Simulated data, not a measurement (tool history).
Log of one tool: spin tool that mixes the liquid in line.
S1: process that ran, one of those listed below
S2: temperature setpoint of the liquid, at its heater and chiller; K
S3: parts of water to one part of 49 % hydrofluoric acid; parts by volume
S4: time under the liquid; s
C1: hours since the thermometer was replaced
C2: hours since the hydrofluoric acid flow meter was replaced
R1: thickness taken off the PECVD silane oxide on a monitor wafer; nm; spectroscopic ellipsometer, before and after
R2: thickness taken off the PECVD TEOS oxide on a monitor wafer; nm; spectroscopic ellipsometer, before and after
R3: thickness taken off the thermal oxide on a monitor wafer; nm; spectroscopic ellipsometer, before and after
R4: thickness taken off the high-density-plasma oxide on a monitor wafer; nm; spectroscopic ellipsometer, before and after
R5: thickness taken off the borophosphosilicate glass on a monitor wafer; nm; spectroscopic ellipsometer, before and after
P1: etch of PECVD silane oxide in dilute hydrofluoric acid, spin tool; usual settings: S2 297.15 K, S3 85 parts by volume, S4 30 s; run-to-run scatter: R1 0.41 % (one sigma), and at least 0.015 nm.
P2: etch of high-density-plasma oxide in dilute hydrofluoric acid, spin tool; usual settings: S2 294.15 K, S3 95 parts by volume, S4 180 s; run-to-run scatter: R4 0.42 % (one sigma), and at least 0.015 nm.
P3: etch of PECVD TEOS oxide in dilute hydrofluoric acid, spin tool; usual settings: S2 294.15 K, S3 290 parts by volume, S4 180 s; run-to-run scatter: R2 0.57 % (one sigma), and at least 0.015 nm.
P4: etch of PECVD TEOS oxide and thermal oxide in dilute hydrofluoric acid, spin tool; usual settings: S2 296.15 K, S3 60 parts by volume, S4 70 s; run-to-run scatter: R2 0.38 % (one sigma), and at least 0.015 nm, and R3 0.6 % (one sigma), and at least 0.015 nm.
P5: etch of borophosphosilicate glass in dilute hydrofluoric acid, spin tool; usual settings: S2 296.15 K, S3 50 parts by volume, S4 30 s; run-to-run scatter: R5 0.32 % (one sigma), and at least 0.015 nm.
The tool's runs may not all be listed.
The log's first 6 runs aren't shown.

Run 7, hour 92.8: S1 P2, S2 294.15 K, S3 175 parts by volume, S4 180 s; C1 2041.5; C2 1064.7. Result: R4 5.3015 nm.
Run 8, hour 102: S1 P1, S2 297.15 K, S3 145 parts by volume, S4 30 s; C1 2050.7; C2 1073.9. Result: R1 3.2058 nm.
Run 9, hour 113.3: S1 P4, S2 296.15 K, S3 60 parts by volume, S4 70 s; C1 2062; C2 1085.2. Result: R2 11.316 nm, R3 5.6535 nm.
Run 10, hour 127.8: S1 P3, S2 290.15 K, S3 290 parts by volume, S4 180 s; C1 2076.5; C2 1099.7. Result: R2 3.4834 nm.
Run 11, hour 144.6: S1 P2, S2 294.15 K, S3 95 parts by volume, S4 285 s; C1 2093.3; C2 1116.5. Result: R4 16.853 nm.
Run 12, hour 156.2: S1 P1, S2 297.15 K, S3 85 parts by volume, S4 50 s; C1 2104.9; C2 1128.1. Result: R1 9.7137 nm.
Run 13, hour 165.8: S1 P1, S2 297.15 K, S3 145 parts by volume, S4 60 s; C1 2114.5; C2 1137.7. Result: R1 6.3429 nm.
Run 14, hour 176.2: S1 P3, S2 294.15 K, S3 290 parts by volume, S4 180 s; C1 2124.9; C2 1148.1. Result: R2 4.011 nm.
Run 15, hour 186.9: S1 P2, S2 294.15 K, S3 95 parts by volume, S4 180 s; C1 2135.6; C2 1158.8. Result: R4 10.683 nm.
Run 16, hour 195.7: S1 P1, S2 297.15 K, S3 85 parts by volume, S4 30 s; C1 2144.4; C2 1167.6. Result: R1 5.8813 nm.
Run 17, hour 212.5: S1 P1, S2 297.15 K, S3 85 parts by volume, S4 30 s; C1 2161.2; C2 1184.4. Result: R1 5.8408 nm.
Run 18, hour 227.7: S1 P1, S2 297.15 K, S3 85 parts by volume, S4 30 s; C1 2176.4; C2 1199.6. Result: R1 5.8549 nm.
Run 19, hour 240.6: S1 P1, S2 293.15 K, S3 85 parts by volume, S4 30 s; C1 2189.3; C2 1212.5. Result: R1 4.9332 nm.
Run 20, hour 253.1: S1 P5, S2 296.15 K, S3 50 parts by volume, S4 15 s; C1 2201.8; C2 1225. Result: R5 13.504 nm.
Run 21, hour 264.6: S1 P3, S2 294.15 K, S3 290 parts by volume, S4 180 s; C1 2213.3; C2 1236.5. Result: R2 3.9817 nm.

Forecast run 22:
Run 22, hour 280.2: S1 P3, S2 294.15 K, S3 495 parts by volume, S4 180 s; C1 2228.9; C2 1252.1. Result: R2 ?.

R2: 1.9502 nm

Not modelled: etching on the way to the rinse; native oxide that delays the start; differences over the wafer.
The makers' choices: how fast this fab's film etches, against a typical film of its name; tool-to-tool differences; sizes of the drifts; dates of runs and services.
